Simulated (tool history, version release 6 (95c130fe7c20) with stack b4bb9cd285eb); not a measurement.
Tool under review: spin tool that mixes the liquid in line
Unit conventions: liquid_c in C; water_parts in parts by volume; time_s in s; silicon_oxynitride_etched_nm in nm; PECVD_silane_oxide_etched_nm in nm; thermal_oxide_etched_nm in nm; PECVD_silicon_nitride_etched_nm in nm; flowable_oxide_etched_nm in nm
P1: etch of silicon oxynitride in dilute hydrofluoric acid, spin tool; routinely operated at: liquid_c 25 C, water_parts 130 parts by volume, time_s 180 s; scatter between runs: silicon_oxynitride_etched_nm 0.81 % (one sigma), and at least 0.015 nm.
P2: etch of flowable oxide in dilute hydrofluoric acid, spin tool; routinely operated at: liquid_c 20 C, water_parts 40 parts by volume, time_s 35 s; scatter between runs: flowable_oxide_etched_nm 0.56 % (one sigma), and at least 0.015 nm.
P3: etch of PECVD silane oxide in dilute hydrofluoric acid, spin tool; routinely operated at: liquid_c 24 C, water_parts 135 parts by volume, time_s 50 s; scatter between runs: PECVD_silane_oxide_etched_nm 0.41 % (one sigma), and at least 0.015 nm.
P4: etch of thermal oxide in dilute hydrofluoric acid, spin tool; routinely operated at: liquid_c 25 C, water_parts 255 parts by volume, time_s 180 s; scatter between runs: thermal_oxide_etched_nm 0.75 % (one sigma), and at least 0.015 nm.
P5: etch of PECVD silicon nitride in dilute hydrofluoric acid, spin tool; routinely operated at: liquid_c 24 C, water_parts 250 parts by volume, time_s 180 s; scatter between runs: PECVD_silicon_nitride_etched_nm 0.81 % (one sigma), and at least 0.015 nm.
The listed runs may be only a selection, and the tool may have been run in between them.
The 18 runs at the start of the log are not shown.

run,hour,process,liquid_c,water_parts,time_s,hours since the thermometer was replaced,hours since the hydrofluoric acid flow meter was replaced,silicon_oxynitride_etched_nm,PECVD_silane_oxide_etched_nm,thermal_oxide_etched_nm,PECVD_silicon_nitride_etched_nm,flowable_oxide_etched_nm
19,176.1,P2,20,40,50,1099.7,1133.8,,,,,41.132
20,184.7,P1,25,130,180,1108.3,1142.4,3.3317,,,,
21,197.2,P3,24,45,50,1120.8,1154.9,,30.923,,,
22,204.3,P1,25,70,180,1127.9,1162,6.4786,,,,
23,216,P1,25,130,340,1139.6,1173.7,6.1368,,,,
24,226.5,P3,24,135,50,1150.1,1184.2,,9.2824,,,
25,238.4,P4,25,50,180,1162,1196.1,,,19.06,,
26,244.1,P1,25,130,180,1167.7,1201.8,3.2442,,,,
27,256.2,P1,25,130,180,1179.8,1213.9,3.2945,,,,
28,266,P3,31,135,50,1189.6,1223.7,,12.046,,,
29,275.7,P5,24,250,180,1199.3,1233.4,,,,2.7047,
30,282.8,P2,20,20,35,1206.4,1240.5,,,,,58.651
31,294.5,P1,25,85,255,1218.1,1252.2,7.3871,,,,
32,306.4,P2,20,40,35,1230,1264.1,,,,,28.621
33,317.9,P1,25,130,45,1241.5,1275.6,0.82743,,,,
34,327,P4,25,255,180,1250.6,1284.7,,,2.9156,,
35,334.8,P1,25,130,180,1258.4,1292.5,3.2603,,,,
36,344.8,P1,25,130,180,1268.4,1302.5,3.4205,,,,
37,353.4,P1,25,130,180,1277,1311.1,3.4611,,,,
38,361.7,P1,25,130,180,1285.3,1319.4,3.5479,,,,
39,369.3,P1,25,130,180,1292.9,1327,3.5944,,,,
40,376.7,P1,25,130,180,1300.3,1334.4,3.648,,,,

What does the tool deliver on the next run?
41,383.3,P1,25,130,180,1306.9,1341,?,,,,

{"run 41": {"silicon_oxynitride_etched_nm": 3.5989}}
